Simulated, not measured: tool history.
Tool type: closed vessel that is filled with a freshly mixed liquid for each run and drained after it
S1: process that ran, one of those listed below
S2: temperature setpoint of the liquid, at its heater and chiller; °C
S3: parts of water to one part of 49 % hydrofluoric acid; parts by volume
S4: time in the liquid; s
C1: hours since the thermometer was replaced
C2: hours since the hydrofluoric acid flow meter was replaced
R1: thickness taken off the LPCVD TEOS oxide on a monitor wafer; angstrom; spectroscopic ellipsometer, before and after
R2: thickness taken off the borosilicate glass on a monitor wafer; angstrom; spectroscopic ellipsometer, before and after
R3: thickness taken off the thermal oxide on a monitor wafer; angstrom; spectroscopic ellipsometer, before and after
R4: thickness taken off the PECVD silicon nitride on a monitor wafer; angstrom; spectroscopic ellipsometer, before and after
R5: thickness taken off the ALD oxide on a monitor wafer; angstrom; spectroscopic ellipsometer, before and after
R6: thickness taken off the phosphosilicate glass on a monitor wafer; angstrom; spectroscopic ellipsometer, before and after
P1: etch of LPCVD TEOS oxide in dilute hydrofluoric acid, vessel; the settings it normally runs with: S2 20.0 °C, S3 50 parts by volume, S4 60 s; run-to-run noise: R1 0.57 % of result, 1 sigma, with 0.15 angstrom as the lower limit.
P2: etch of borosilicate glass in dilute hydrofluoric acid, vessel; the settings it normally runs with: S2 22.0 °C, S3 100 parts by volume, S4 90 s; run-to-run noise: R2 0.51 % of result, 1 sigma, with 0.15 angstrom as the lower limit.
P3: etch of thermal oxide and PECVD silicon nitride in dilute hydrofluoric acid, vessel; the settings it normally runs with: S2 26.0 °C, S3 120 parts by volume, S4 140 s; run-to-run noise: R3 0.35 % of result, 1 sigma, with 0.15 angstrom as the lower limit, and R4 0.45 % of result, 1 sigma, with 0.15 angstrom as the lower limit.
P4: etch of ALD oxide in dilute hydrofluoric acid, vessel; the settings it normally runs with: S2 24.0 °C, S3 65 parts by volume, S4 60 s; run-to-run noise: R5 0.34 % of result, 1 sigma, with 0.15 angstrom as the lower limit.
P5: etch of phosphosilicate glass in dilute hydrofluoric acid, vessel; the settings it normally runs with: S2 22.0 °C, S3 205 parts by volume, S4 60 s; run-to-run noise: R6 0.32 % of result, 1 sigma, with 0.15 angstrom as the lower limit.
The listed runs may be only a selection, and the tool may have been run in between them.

run   hour  S1    S2   S3   S4     C1     C2       R1      R2      R3      R4      R5       R6
  1    9.3  P1  20.0   50   60  401.7  503.5  176.440
  2   19.3  P1  20.0   20   30  411.7  513.5  228.910
  3   27.4  P2  17.0  100   90  419.8  521.6           129.86
  4   35.8  P2  22.0  100  155  428.2  530.0           276.54
  5   43.6  P1  20.0   50   60  436.0  537.8  178.200
  6   50.6  P1  20.0   50   60  443.0  544.8  179.300
  7   58.6  P2  22.0   25   90  451.0  552.8           707.54
  8   67.1  P1  25.0   50   60  459.5  561.3  221.430
  9   76.5  P3  26.0  120  140  468.9  570.7                   58.221  71.788
 10   81.3  P4  17.0   65   60  473.7  575.5                                   115.29
 11   86.3  P3  30.5  120  140  478.7  580.5                   68.785  94.425
 12   96.0  P5  27.5  205   60  488.4  590.2                                            355.04
 13  102.7  P1  17.0   50   60  495.1  596.9  156.920
 14  109.6  P4  24.0   65   60  502.0  603.8                                   154.46
 15  117.2  P5  22.0   50   60  509.6  611.4                                           1408.90
 16  125.2  P1  20.0   50  110  517.6  619.4  325.440
 17  130.8  P1  20.0   20  100  523.2  625.0  761.670
 18  138.5  P1  20.0   70   60  530.9  632.7  123.460
 19  144.8  P1  20.0   50   30  537.2  639.0   88.124
 20  150.7  P1  20.0   50   60  543.1  644.9  177.030
 21  156.1  P4  24.0   65   90  548.5  650.3                                   232.29
 22  161.8  P1  20.0   30   60  554.2  656.0  304.880
 23  172.0  P3  26.0  175  140  564.4  666.2                   37.292  48.601
 24  180.4  P5  22.0  205   60  572.8  674.6                                            290.03
 25  187.1  P4  24.0   20   60  579.5  681.3                                   535.06
 26  194.6  P3  26.0  120   30  587.0  688.8                   12.515  15.233
 27  199.1  P2  22.0  100   90  591.5  693.3           160.65
 28  205.7  P3  26.0  120  140  598.1  699.9                   58.210  71.133
 29  216.0  P5  22.0  205   95  608.4  710.2                                            458.11
 30  223.6  P1  20.0   50   60  616.0  717.8  176.440
 31  233.1  P1  20.0   50   60  625.5  727.3  181.820
 32  240.1  P1  20.0   50   60  632.5  734.3  183.150
 33  246.5  P1  20.0   50   60  638.9  740.7  186.560
 34  256.3  P1  20.0   50   60  648.7  750.5  187.510
 35  265.3  P1  20.0   50   60  657.7  759.5  189.210
 36  272.3  P1  20.0   50   60  664.7  766.5  189.780
 37  279.0  P1  20.0   50   60  671.4  773.2  191.440
 38  283.8  P1  20.0   50   60  676.2  778.0  192.500
 39  292.3  P1  20.0   50   60  684.7  786.5  191.920
 40  300.5  P1  20.0   50   60  692.9  794.7  191.820
 41  308.7  P1  20.0   50   60  701.1  802.9  193.140

Compared with where it was, what P1 gives has crept away. Each cause listed below fits the log as well as the rest, at the size given for it:
A: hydrofluoric acid flow above the setpoint (%) = 7.33
B: liquid hotter than its thermometer reads (K) = 1.78
The process output started creeping at around hour 223.6.

You are offered 4 check runs, listed below with question marks in place of their results; each one averages 3 wafers. Which run separates the listed causes by giving clearly different results for each?
check 1  316.9  P3  30.5  120   30                   ?   ?
check 2  316.9  P5  22.0   60   60                               ?
check 3  316.9  P4  19.0   65   60                           ?
check 4  316.9  P2  18.0  100  120               ?

What each check would give under each cause:
  check  result     if A     if B
check 1      R3   16.040   15.762
check 1      R4   21.767   22.603
check 2      R6  1257.60  1254.40
check 3      R5   135.76   135.63
check 4      R2   196.29   195.46
Separation of the two closest causes in each check, using whichever result separates them best: check 1 3.77 %; check 2 0.26 %; check 3 0.1 %; check 4 0.42 %
Only check 1 tells the causes apart: in the others they would give nearly the same result.

Here is what check 1 returned: R3 15.996 angstrom; R4 21.701 angstrom. Which cause is it?

The correct cause is A, namely: hydrofluoric acid flow above the setpoint (%).
